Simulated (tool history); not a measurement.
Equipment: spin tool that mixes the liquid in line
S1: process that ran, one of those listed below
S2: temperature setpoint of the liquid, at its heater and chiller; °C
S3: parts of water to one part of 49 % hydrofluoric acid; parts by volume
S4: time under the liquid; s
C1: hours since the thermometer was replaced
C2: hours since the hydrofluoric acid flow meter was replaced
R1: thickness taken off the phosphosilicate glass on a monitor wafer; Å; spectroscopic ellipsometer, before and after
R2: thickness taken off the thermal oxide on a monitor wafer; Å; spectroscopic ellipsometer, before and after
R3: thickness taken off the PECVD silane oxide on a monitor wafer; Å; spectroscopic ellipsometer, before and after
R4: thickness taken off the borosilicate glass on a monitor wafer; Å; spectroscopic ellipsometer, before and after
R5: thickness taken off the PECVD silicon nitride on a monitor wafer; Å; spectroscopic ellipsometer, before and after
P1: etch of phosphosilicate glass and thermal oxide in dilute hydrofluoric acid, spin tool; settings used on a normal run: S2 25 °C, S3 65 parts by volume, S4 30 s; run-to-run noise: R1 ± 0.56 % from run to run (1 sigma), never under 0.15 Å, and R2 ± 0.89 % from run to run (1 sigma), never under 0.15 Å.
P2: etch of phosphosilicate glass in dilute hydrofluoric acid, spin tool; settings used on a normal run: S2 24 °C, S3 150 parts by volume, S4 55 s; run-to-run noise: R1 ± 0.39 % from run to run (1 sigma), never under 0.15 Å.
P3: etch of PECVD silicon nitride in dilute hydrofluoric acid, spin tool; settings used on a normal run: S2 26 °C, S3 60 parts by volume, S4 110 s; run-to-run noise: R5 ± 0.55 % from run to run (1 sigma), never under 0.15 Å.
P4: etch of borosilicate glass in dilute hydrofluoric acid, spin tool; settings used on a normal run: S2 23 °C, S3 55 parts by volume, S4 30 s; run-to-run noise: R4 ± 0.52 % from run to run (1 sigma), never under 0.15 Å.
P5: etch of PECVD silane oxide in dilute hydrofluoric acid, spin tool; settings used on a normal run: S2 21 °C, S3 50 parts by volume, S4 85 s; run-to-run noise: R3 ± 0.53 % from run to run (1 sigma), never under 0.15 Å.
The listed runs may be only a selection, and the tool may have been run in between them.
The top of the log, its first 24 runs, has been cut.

run,hour,S1,S2,S3,S4,C1,C2,R1,R2,R3,R4,R5
25,192.5,P1,25,20,30,1566.8,79.3,2771.9,84.676,,,
26,199.6,P1,25,65,30,1573.9,86.4,800.67,24.748,,,
27,205.1,P1,25,65,15,1579.4,91.9,396.6,12.174,,,
28,214.3,P5,21,75,85,1588.6,101.1,,,263.2,,
29,221.3,P1,29.5,65,30,1595.6,108.1,959.6,28.456,,,
30,230.3,P1,19.5,65,15,1604.6,117.1,316.66,9.8659,,,
31,236.4,P1,25,65,50,1610.7,123.2,1326.4,39.964,,,
32,242.9,P3,26,60,110,1617.2,129.7,,,,,76.444
33,250,P1,25,65,30,1624.3,136.8,794.17,24.219,,,
34,254.9,P1,25,65,30,1629.2,141.7,813.25,25.008,,,

The next listed run, before its measurement:
35,261.4,P1,25,65,30,1635.7,148.2,?,?,,,

{"run 35": {"R1": 827.35, "R2": 25.642}}
